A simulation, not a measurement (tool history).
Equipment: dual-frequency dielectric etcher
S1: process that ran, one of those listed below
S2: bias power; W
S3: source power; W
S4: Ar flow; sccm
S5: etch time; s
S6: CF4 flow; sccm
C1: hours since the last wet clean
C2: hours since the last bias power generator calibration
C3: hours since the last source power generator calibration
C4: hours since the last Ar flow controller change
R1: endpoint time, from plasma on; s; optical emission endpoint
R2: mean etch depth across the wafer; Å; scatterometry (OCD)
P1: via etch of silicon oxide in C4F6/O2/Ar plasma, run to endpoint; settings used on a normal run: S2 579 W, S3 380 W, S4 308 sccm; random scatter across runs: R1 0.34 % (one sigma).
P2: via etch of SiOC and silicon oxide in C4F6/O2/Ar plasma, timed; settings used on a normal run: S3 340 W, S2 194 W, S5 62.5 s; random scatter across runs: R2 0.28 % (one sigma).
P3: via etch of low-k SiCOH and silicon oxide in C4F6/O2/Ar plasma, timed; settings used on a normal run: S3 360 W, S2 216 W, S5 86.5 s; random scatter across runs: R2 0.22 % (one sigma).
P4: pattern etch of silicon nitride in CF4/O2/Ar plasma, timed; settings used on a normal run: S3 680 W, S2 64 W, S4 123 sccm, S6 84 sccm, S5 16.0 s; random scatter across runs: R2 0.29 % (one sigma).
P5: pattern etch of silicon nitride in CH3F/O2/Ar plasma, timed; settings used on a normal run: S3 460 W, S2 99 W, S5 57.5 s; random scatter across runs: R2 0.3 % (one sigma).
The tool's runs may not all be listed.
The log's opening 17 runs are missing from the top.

{"run": 18, "day": 3.271, "S1": "P1", "S2": 579, "S3": 230, "S4": 308, "C1": 308.2, "C2": 33.2, "C3": 61.0, "C4": 34.1, "R1": 28.215}
{"run": 19, "day": 3.396, "S1": "P1", "S2": 579, "S3": 380, "S4": 308, "C1": 311.2, "C2": 36.2, "C3": 64.0, "C4": 37.1, "R1": 23.575}
{"run": 20, "day": 3.592, "S1": "P4", "S2": 64, "S3": 680, "S4": 123, "S5": 16.0, "S6": 84, "C1": 315.9, "C2": 40.9, "C3": 68.7, "C4": 41.8, "R2": 406.6}
{"run": 21, "day": 3.8, "S1": "P1", "S2": 579, "S3": 380, "S4": 308, "C1": 320.9, "C2": 45.9, "C3": 73.7, "C4": 46.8, "R1": 23.49}
{"run": 22, "day": 3.942, "S1": "P3", "S2": 216, "S3": 360, "S5": 111.0, "C1": 324.3, "C2": 49.3, "C3": 77.1, "C4": 50.2, "R2": 3112.1}
{"run": 23, "day": 4.108, "S1": "P1", "S2": 579, "S3": 380, "S4": 434, "C1": 328.3, "C2": 53.3, "C3": 81.1, "C4": 54.2, "R1": 24.324}
{"run": 24, "day": 4.321, "S1": "P5", "S2": 138, "S3": 460, "S5": 57.5, "C1": 333.4, "C2": 58.4, "C3": 86.2, "C4": 59.3, "R2": 526.76}
{"run": 25, "day": 4.512, "S1": "P4", "S2": 64, "S3": 680, "S4": 123, "S5": 11.0, "S6": 84, "C1": 338.0, "C2": 63.0, "C3": 90.8, "C4": 63.9, "R2": 278.35}
{"run": 26, "day": 4.738, "S1": "P1", "S2": 579, "S3": 480, "S4": 308, "C1": 343.4, "C2": 68.4, "C3": 96.2, "C4": 69.3, "R1": 21.515}
{"run": 27, "day": 4.921, "S1": "P5", "S2": 99, "S3": 270, "S5": 57.5, "C1": 347.8, "C2": 72.8, "C3": 100.6, "C4": 73.7, "R2": 382.82}
{"run": 28, "day": 5.138, "S1": "P3", "S2": 216, "S3": 280, "S5": 86.5, "C1": 353.0, "C2": 78.0, "C3": 105.8, "C4": 78.9, "R2": 2201.0}
{"run": 29, "day": 5.333, "S1": "P3", "S2": 156, "S3": 360, "S5": 86.5, "C1": 357.7, "C2": 82.7, "C3": 110.5, "C4": 83.6, "R2": 2187.2}
{"run": 30, "day": 5.575, "S1": "P5", "S2": 99, "S3": 460, "S5": 72.5, "C1": 363.5, "C2": 88.5, "C3": 116.3, "C4": 89.4, "R2": 588.6}
{"run": 31, "day": 5.683, "S1": "P2", "S2": 194, "S3": 460, "S5": 62.5, "C1": 366.1, "C2": 91.1, "C3": 118.9, "C4": 92.0, "R2": 764.65}
{"run": 32, "day": 5.858, "S1": "P1", "S2": 579, "S3": 380, "S4": 308, "C1": 370.3, "C2": 95.3, "C3": 123.1, "C4": 96.2, "R1": 23.48}
{"run": 33, "day": 6.021, "S1": "P1", "S2": 579, "S3": 380, "S4": 308, "C1": 374.2, "C2": 99.2, "C3": 127.0, "C4": 100.1, "R1": 23.458}
{"run": 34, "day": 6.171, "S1": "P1", "S2": 579, "S3": 380, "S4": 308, "C1": 377.8, "C2": 102.8, "C3": 130.6, "C4": 103.7, "R1": 23.485}
{"run": 35, "day": 6.358, "S1": "P1", "S2": 579, "S3": 380, "S4": 308, "C1": 382.3, "C2": 107.3, "C3": 135.1, "C4": 108.2, "R1": 23.742}
{"run": 36, "day": 6.554, "S1": "P1", "S2": 579, "S3": 380, "S4": 308, "C1": 387.0, "C2": 112.0, "C3": 139.8, "C4": 112.9, "R1": 23.682}
{"run": 37, "day": 6.692, "S1": "P1", "S2": 579, "S3": 380, "S4": 308, "C1": 390.3, "C2": 115.3, "C3": 143.1, "C4": 116.2, "R1": 23.751}

Forecast run 38:
{"run": 38, "day": 6.9, "S1": "P1", "S2": 579, "S3": 380, "S4": 308, "C1": 395.3, "C2": 120.3, "C3": 148.1, "C4": 121.2, "R1": "?"}

R1: 23.631 s
